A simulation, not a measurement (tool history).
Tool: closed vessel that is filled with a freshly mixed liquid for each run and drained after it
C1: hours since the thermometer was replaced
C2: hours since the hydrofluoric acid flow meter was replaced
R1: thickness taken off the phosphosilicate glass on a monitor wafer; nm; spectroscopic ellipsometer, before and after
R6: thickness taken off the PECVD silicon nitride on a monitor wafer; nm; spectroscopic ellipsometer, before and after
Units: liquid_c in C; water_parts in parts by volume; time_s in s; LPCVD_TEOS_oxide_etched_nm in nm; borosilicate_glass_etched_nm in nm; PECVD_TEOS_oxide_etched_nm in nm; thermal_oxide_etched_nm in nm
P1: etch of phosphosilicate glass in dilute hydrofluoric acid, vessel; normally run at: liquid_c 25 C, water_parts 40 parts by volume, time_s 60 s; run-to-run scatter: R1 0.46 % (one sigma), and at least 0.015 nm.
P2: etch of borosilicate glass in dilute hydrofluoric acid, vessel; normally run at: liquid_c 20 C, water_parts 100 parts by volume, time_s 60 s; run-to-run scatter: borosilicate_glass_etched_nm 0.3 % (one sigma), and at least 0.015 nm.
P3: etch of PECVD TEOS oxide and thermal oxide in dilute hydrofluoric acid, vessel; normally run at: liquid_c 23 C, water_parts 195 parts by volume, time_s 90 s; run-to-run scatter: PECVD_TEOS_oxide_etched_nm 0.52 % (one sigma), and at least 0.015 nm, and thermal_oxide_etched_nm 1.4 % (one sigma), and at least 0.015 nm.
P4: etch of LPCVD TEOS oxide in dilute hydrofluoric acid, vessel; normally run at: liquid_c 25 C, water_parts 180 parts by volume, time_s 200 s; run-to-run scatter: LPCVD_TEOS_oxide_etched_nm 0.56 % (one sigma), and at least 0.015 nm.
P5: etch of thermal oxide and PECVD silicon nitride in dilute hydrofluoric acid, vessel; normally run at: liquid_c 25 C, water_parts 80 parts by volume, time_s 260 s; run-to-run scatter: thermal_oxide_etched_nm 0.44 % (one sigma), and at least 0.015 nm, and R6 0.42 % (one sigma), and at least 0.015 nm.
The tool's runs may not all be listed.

Run 1, day 0.629: process P1, liquid_c 25 C, water_parts 40 parts by volume, time_s 60 s; C1 387.3; C2 1229.6. Result: R1 335.03 nm.
Run 2, day 1.183: process P1, liquid_c 19 C, water_parts 60 parts by volume, time_s 60 s; C1 400.6; C2 1242.9. Result: R1 170.69 nm.
Run 3, day 1.788: process P4, liquid_c 25 C, water_parts 180 parts by volume, time_s 200 s; C1 415.1; C2 1257.4. Result: LPCVD_TEOS_oxide_etched_nm 19.832 nm.
Run 4, day 2.458: process P2, liquid_c 20 C, water_parts 30 parts by volume, time_s 60 s; C1 431.2; C2 1273.5. Result: borosilicate_glass_etched_nm 75.066 nm.
Run 5, day 2.771: process P3, liquid_c 23 C, water_parts 40 parts by volume, time_s 90 s; C1 438.7; C2 1281. Result: PECVD_TEOS_oxide_etched_nm 46.721 nm, thermal_oxide_etched_nm 11.711 nm.
Run 6, day 3.283: process P4, liquid_c 20 C, water_parts 180 parts by volume, time_s 200 s; C1 451; C2 1293.3. Result: LPCVD_TEOS_oxide_etched_nm 16.382 nm.
Run 7, day 3.704: process P1, liquid_c 25 C, water_parts 40 parts by volume, time_s 60 s; C1 461.1; C2 1303.4. Result: R1 335.31 nm.
Run 8, day 4.225: process P4, liquid_c 25 C, water_parts 180 parts by volume, time_s 385 s; C1 473.6; C2 1315.9. Result: LPCVD_TEOS_oxide_etched_nm 38.217 nm.
Run 9, day 4.742: process P1, liquid_c 25 C, water_parts 40 parts by volume, time_s 30 s; C1 486; C2 1328.3. Result: R1 167.95 nm.
Run 10, day 5.275: process P5, liquid_c 25 C, water_parts 25 parts by volume, time_s 260 s; C1 498.8; C2 1341.1. Result: thermal_oxide_etched_nm 57.602 nm, R6 25.159 nm.
Run 11, day 5.6: process P5, liquid_c 20 C, water_parts 80 parts by volume, time_s 260 s; C1 506.6; C2 1348.9. Result: thermal_oxide_etched_nm 13.608 nm, R6 5.7834 nm.
Run 12, day 6.079: process P5, liquid_c 25 C, water_parts 80 parts by volume, time_s 260 s; C1 518.1; C2 1360.4. Result: thermal_oxide_etched_nm 16.609 nm, R6 8.0781 nm.
Run 13, day 6.712: process P3, liquid_c 23 C, water_parts 195 parts by volume, time_s 90 s; C1 533.3; C2 1375.6. Result: PECVD_TEOS_oxide_etched_nm 8.048 nm, thermal_oxide_etched_nm 1.9827 nm.
Run 14, day 7.333: process P4, liquid_c 25 C, water_parts 180 parts by volume, time_s 200 s; C1 548.2; C2 1390.5. Result: LPCVD_TEOS_oxide_etched_nm 19.879 nm.
Run 15, day 7.883: process P1, liquid_c 29.5 C, water_parts 40 parts by volume, time_s 60 s; C1 561.4; C2 1403.7. Result: R1 401.26 nm.
Run 16, day 8.292: process P1, liquid_c 25 C, water_parts 40 parts by volume, time_s 85 s; C1 571.2; C2 1413.5. Result: R1 475.09 nm.
Run 17, day 8.942: process P2, liquid_c 20 C, water_parts 100 parts by volume, time_s 30 s; C1 586.8; C2 1429.1. Result: borosilicate_glass_etched_nm 10.386 nm.
At day 9.446: thermometer replaced.
Run 18, day 9.529: process P3, liquid_c 17 C, water_parts 195 parts by volume, time_s 90 s; C1 2.1; C2 1443.2. Result: PECVD_TEOS_oxide_etched_nm 6.3411 nm, thermal_oxide_etched_nm 1.5657 nm.
Run 19, day 10.121: process P3, liquid_c 23 C, water_parts 195 parts by volume, time_s 30 s; C1 16.3; C2 1457.4. Result: PECVD_TEOS_oxide_etched_nm 2.6906 nm, thermal_oxide_etched_nm 0.66301 nm.
Run 20, day 10.725: process P5, liquid_c 25 C, water_parts 80 parts by volume, time_s 260 s; C1 30.8; C2 1471.9. Result: thermal_oxide_etched_nm 16.845 nm, R6 8.0721 nm.
Run 21, day 11.317: process P4, liquid_c 25 C, water_parts 30 parts by volume, time_s 200 s; C1 45; C2 1486.1. Result: LPCVD_TEOS_oxide_etched_nm 142.86 nm.

Run 22 comes next. What will it give?
Run 22, day 11.85: process P1, liquid_c 19 C, water_parts 40 parts by volume, time_s 60 s; C1 57.8; C2 1498.9. Result: R1 ?.

R1: 261.21 nm
